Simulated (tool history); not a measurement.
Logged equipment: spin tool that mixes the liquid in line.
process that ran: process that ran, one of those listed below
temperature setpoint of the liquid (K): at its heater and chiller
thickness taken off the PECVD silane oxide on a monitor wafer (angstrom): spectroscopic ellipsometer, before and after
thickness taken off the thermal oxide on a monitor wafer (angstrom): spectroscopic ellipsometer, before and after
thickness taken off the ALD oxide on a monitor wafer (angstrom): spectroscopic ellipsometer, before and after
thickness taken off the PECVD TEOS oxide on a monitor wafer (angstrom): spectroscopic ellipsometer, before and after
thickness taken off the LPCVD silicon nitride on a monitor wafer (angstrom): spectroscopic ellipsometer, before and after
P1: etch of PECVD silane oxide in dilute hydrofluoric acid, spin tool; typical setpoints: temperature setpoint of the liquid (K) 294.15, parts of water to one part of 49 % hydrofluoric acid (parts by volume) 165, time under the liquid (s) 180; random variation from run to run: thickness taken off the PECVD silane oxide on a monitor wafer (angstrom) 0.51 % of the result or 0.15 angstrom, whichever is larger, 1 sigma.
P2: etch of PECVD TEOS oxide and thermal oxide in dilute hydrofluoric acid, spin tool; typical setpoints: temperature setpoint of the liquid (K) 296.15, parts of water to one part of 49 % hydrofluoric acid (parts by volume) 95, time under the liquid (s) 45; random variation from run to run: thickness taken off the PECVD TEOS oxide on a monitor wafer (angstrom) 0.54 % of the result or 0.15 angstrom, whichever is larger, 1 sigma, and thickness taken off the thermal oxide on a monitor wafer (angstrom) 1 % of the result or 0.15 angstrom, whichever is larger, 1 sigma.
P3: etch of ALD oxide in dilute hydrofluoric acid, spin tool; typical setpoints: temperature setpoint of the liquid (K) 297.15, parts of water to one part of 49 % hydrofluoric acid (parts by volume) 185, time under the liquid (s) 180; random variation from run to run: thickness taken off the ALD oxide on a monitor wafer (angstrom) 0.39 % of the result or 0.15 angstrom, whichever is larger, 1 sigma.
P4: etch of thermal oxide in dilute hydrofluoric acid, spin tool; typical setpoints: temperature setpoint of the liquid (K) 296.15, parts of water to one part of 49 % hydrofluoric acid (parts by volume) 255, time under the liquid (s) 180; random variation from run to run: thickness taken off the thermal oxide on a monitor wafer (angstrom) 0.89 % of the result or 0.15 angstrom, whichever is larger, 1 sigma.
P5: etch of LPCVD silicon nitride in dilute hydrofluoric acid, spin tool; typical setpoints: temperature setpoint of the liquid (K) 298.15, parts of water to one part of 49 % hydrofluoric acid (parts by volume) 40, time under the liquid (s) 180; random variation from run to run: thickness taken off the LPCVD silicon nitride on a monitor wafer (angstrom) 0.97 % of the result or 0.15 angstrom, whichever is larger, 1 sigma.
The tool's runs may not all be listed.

run,hour,process that ran,temperature setpoint of the liquid (K),parts of water to one part of 49 % hydrofluoric acid (parts by volume),time under the liquid (s),hours since the thermometer was replaced,hours since the hydrofluoric acid flow meter was replaced,thickness taken off the PECVD silane oxide on a monitor wafer (angstrom),thickness taken off the thermal oxide on a monitor wafer (angstrom),thickness taken off the ALD oxide on a monitor wafer (angstrom),thickness taken off the PECVD TEOS oxide on a monitor wafer (angstrom),thickness taken off the LPCVD silicon nitride on a monitor wafer (angstrom)
1,14.9,P1,294.15,165,180,783.2,502.2,140.100,,,,
2,22.8,P4,296.15,420,180,791.1,510.1,,14.668,,,
3,37.1,P1,294.15,165,180,805.4,524.4,140.800,,,,
4,49.2,P1,294.15,295,180,817.5,536.5,69.436,,,,
5,60.6,P1,294.15,95,180,828.9,547.9,264.430,,,,
6,68.3,P3,290.15,185,180,836.6,555.6,,,90.57,,
7,82.7,P1,294.15,165,180,851.0,570.0,141.740,,,,
8,94.0,P2,304.15,95,45,862.3,581.3,,30.182,,132.320,
9,104.7,P4,296.15,255,280,873.0,592.0,,43.225,,,
10,115.5,P5,298.15,40,180,883.8,602.8,,,,,25.345
11,126.4,P1,298.65,235,180,894.7,613.7,107.080,,,,
12,135.6,P5,290.15,40,180,903.9,622.9,,,,,14.635
13,146.3,P3,297.15,185,180,914.6,633.6,,,119.21,,
14,155.0,P2,296.15,95,45,923.3,642.3,,22.174,,96.759,
15,161.8,P2,296.15,140,45,930.1,649.1,,14.205,,62.840,
16,169.5,P4,300.15,255,180,937.8,656.8,,31.749,,,
17,179.9,P4,296.15,255,180,948.2,667.2,,27.367,,,
18,194.3,P1,298.15,165,180,962.6,681.6,162.300,,,,
19,205.5,P1,294.15,165,15,973.8,692.8,11.493,,,,
20,219.6,P5,298.15,40,320,987.9,706.9,,,,,46.301
21,233.8,P5,298.15,70,180,1002.1,721.1,,,,,15.093
22,247.3,P1,294.15,265,280,1015.6,734.6,123.480,,,,
23,254.1,P2,296.15,95,80,1022.4,741.4,,39.881,,172.710,
24,261.5,P5,298.15,40,180,1029.8,748.8,,,,,25.583

The next listed run, before its measurement:
25,276.5,P4,296.15,255,180,1044.8,763.8,,?,,,

Run 25 measured thickness taken off the thermal oxide on a monitor wafer (angstrom) 27.419.
